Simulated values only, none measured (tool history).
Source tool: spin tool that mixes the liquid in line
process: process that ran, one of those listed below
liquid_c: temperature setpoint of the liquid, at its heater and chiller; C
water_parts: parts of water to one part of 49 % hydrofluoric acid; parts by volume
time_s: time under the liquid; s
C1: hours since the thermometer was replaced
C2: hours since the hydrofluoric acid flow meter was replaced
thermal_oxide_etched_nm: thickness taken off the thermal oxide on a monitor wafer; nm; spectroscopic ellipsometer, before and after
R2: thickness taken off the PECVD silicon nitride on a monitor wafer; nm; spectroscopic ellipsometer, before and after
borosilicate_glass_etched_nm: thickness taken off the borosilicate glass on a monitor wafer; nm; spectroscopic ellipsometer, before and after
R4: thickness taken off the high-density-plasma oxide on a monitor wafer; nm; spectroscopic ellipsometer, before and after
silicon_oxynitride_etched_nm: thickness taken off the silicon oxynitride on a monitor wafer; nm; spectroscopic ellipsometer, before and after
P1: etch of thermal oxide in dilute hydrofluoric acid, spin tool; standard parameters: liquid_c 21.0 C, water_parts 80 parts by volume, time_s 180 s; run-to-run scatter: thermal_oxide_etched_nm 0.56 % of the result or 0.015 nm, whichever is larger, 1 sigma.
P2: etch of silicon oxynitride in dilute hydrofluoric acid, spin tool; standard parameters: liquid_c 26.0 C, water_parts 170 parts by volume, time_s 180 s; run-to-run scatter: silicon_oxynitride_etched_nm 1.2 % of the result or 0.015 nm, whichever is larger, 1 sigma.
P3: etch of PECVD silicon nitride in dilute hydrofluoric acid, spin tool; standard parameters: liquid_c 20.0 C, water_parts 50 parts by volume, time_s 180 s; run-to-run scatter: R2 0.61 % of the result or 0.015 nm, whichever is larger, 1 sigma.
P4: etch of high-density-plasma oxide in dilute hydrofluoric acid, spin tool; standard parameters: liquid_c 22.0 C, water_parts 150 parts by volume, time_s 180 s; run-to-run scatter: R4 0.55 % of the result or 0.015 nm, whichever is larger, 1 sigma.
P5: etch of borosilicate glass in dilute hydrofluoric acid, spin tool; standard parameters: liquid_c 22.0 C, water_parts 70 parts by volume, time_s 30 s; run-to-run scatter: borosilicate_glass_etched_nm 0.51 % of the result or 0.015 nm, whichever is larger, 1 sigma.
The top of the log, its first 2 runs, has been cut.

{"run": 3, "hour": 17.2, "process": "P3", "liquid_c": 20.0, "water_parts": 25, "time_s": 180, "C1": 1122.8, "C2": 288.7, "R2": 9.0371}
{"run": 4, "hour": 20.9, "process": "P5", "liquid_c": 22.0, "water_parts": 70, "time_s": 30, "C1": 1126.5, "C2": 292.4, "borosilicate_glass_etched_nm": 10.035}
{"run": 5, "hour": 27.2, "process": "P4", "liquid_c": 22.0, "water_parts": 150, "time_s": 35, "C1": 1132.8, "C2": 298.7, "R4": 1.7176}
{"run": 6, "hour": 33.6, "process": "P3", "liquid_c": 24.5, "water_parts": 50, "time_s": 180, "C1": 1139.2, "C2": 305.1, "R2": 6.3213}
{"run": 7, "hour": 39.2, "process": "P4", "liquid_c": 22.0, "water_parts": 150, "time_s": 180, "C1": 1144.8, "C2": 310.7, "R4": 8.7285}
{"run": 8, "hour": 44.1, "process": "P2", "liquid_c": 18.0, "water_parts": 170, "time_s": 180, "C1": 1149.7, "C2": 315.6, "silicon_oxynitride_etched_nm": 1.3122}
{"run": 9, "hour": 48.2, "process": "P1", "liquid_c": 21.0, "water_parts": 120, "time_s": 180, "C1": 1153.8, "C2": 319.7, "thermal_oxide_etched_nm": 6.2301}
{"run": 10, "hour": 53.8, "process": "P3", "liquid_c": 20.0, "water_parts": 50, "time_s": 70, "C1": 1159.4, "C2": 325.3, "R2": 1.8079}
{"run": 11, "hour": 60.3, "process": "P1", "liquid_c": 17.0, "water_parts": 80, "time_s": 265, "C1": 1165.9, "C2": 331.8, "thermal_oxide_etched_nm": 12.141}
{"run": 12, "hour": 67.9, "process": "P1", "liquid_c": 21.0, "water_parts": 80, "time_s": 180, "C1": 1173.5, "C2": 339.4, "thermal_oxide_etched_nm": 9.938}
{"run": 13, "hour": 74.3, "process": "P1", "liquid_c": 21.0, "water_parts": 80, "time_s": 180, "C1": 1179.9, "C2": 345.8, "thermal_oxide_etched_nm": 9.7991}
{"run": 14, "hour": 78.3, "process": "P1", "liquid_c": 21.0, "water_parts": 80, "time_s": 180, "C1": 1183.9, "C2": 349.8, "thermal_oxide_etched_nm": 9.8766}
{"run": 15, "hour": 83.6, "process": "P4", "liquid_c": 18.0, "water_parts": 150, "time_s": 180, "C1": 1189.2, "C2": 355.1, "R4": 7.399}
{"run": 16, "hour": 90.6, "process": "P2", "liquid_c": 26.0, "water_parts": 170, "time_s": 180, "C1": 1196.2, "C2": 362.1, "silicon_oxynitride_etched_nm": 1.9555}
{"run": 17, "hour": 95.2, "process": "P2", "liquid_c": 26.0, "water_parts": 170, "time_s": 180, "C1": 1200.8, "C2": 366.7, "silicon_oxynitride_etched_nm": 1.9854}
{"run": 18, "hour": 100.3, "process": "P5", "liquid_c": 22.0, "water_parts": 70, "time_s": 15, "C1": 1205.9, "C2": 371.8, "borosilicate_glass_etched_nm": 5.0523}
{"run": 19, "hour": 106.1, "process": "P4", "liquid_c": 22.0, "water_parts": 55, "time_s": 180, "C1": 1211.7, "C2": 377.6, "R4": 26.524}
{"run": 20, "hour": 110.9, "process": "P1", "liquid_c": 21.0, "water_parts": 80, "time_s": 355, "C1": 1216.5, "C2": 382.4, "thermal_oxide_etched_nm": 19.273}
{"run": 21, "hour": 116.4, "process": "P1", "liquid_c": 29.5, "water_parts": 80, "time_s": 180, "C1": 1222.0, "C2": 387.9, "thermal_oxide_etched_nm": 13.692}
{"run": 22, "hour": 121.8, "process": "P2", "liquid_c": 26.0, "water_parts": 235, "time_s": 180, "C1": 1227.4, "C2": 393.3, "silicon_oxynitride_etched_nm": 1.3663}
{"run": 23, "hour": 127.0, "process": "P4", "liquid_c": 22.0, "water_parts": 150, "time_s": 180, "C1": 1232.6, "C2": 398.5, "R4": 8.723}
{"run": 24, "hour": 130.9, "process": "P3", "liquid_c": 20.0, "water_parts": 50, "time_s": 180, "C1": 1236.5, "C2": 402.4, "R2": 4.5609}
{"run": 25, "hour": 137.6, "process": "P2", "liquid_c": 26.0, "water_parts": 170, "time_s": 330, "C1": 1243.2, "C2": 409.1, "silicon_oxynitride_etched_nm": 3.5509}

The next listed run, before its measurement:
{"run": 26, "hour": 142.4, "process": "P5", "liquid_c": 22.0, "water_parts": 20, "time_s": 30, "C1": 1248.0, "C2": 413.9, "borosilicate_glass_etched_nm": "?"}

{"run 26": {"borosilicate_glass_etched_nm": 37.475}}
